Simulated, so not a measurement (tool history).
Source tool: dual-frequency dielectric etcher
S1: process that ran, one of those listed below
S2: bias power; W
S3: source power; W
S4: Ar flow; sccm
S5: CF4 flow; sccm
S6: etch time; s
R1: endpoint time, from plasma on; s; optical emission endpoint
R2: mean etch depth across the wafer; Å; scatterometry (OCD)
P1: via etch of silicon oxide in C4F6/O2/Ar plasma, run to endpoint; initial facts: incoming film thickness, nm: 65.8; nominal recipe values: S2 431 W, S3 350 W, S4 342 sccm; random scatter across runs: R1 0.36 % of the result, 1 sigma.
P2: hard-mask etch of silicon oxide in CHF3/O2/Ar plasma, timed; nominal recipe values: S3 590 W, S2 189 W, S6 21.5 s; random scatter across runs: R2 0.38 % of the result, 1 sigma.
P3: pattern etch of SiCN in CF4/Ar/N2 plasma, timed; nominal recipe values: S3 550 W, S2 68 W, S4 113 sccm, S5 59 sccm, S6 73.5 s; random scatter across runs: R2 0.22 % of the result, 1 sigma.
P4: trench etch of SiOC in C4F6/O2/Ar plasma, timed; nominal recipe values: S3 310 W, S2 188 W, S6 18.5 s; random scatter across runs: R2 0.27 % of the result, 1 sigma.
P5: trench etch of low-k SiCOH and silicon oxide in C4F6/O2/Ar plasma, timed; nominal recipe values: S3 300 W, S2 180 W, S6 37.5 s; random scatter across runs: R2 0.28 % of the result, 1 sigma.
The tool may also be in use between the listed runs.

run,hour,S1,S2,S3,S4,S5,S6,R1,R2
1,6.7,P1,431,350,342,,,16.336,
2,13.0,P3,86,550,113,59,73.5,,763.49
3,22.8,P5,180,300,,,37.5,,1021.50
4,30.5,P3,68,550,113,59,73.5,,699.54
5,36.3,P2,189,590,,,21.5,,434.85
6,44.4,P1,431,350,342,,,16.456,
7,50.9,P2,249,590,,,21.5,,482.45
8,59.8,P4,188,310,,,10.0,,191.59
# hour 65.2: Ar flow controller replaced
9,67.1,P1,610,350,342,,,14.312,
10,75.7,P1,295,350,428,,,19.257,
11,84.6,P5,180,410,,,37.5,,1152.80
12,93.3,P1,431,450,342,,,15.021,
13,101.5,P3,68,550,113,59,92.0,,873.97
14,109.0,P4,188,310,,,18.5,,354.78
15,115.5,P3,68,550,113,83,73.5,,740.79
16,124.2,P3,68,770,113,59,73.5,,941.67
17,133.3,P4,188,380,,,18.5,,382.27
18,143.4,P1,324,350,342,,,18.218,
19,149.2,P4,123,310,,,18.5,,310.90
20,159.1,P5,180,300,,,55.5,,1509.40
21,164.7,P2,189,590,,,30.5,,615.77
22,171.4,P5,229,300,,,37.5,,1106.40
23,178.3,P1,431,350,459,,,17.018,
# hour 180.8: source power generator calibrated
24,185.2,P3,68,550,89,59,73.5,,725.27
25,191.6,P1,431,350,342,,,16.389,
# hour 196.6: wet clean of the chamber
26,199.1,P2,189,470,,,21.5,,400.28
27,204.4,P1,431,350,342,,,16.452,
28,209.1,P1,431,250,342,,,18.545,
29,216.0,P1,431,350,342,,,16.423,
30,223.5,P1,431,350,254,,,15.845,
31,232.7,P1,431,350,342,,,16.433,
32,241.1,P1,431,350,342,,,16.404,
33,251.4,P1,431,350,342,,,16.213,
# hour 253.1: wet clean of the chamber
34,258.1,P1,431,350,342,,,16.129,
# hour 260.5: Ar flow controller replaced
35,268.3,P1,431,350,342,,,16.044,
36,276.7,P1,431,350,342,,,16.006,
37,282.3,P1,431,350,342,,,16.163,

The output of P1 has drifted from where it used to be. Each of the 2 causes below, taken at the size shown beside it, accounts for the log equally well:
A: bias power that arrives over what is set, % = 4.94
B: source power that arrives over what is set, % = 4.92
Onset of the creep was near hour 232.7.
Every other cause this tool's parts could produce, and why it does not fit the log:
chamber walls in a state that raises the etch rate, %: serviced at hour 253.1, after the change had begun; the process did not return to its earlier output
Ar flow that arrives under what is set, %: serviced at hour 260.5, after the change had begun; the process did not return to its earlier output

Below are 4 check runs, each on a single wafer, with their results shown as question marks. Which of them would tell the listed causes apart, meaning the causes would give clearly different results under it?
check 1,287.9,P5,206,370,,,37.5,,?
check 2,287.9,P2,241,590,,,30.5,,?
check 3,287.9,P4,143,310,,,12.5,,?
check 4,287.9,P3,82,550,113,59,73.5,,?

What each check would give under each cause:
check,result,if A,if B
check 1,R2,1177.10,1180.30
check 2,R2,681.82,682.41
check 3,R2,223.04,223.93
check 4,R2,761.40,779.96
Separation of the two closest causes in each check, using whichever result separates them best: check 1 0.27 %; check 2 0.09 %; check 3 0.4 %; check 4 2.41 %
Only check 4 tells the causes apart: in the others they would give nearly the same result.

Check 4 has now been run. It gave: R2 759.52 Å. Which of the candidate causes is it?

It was cause A: bias power that arrives over what is set, %.

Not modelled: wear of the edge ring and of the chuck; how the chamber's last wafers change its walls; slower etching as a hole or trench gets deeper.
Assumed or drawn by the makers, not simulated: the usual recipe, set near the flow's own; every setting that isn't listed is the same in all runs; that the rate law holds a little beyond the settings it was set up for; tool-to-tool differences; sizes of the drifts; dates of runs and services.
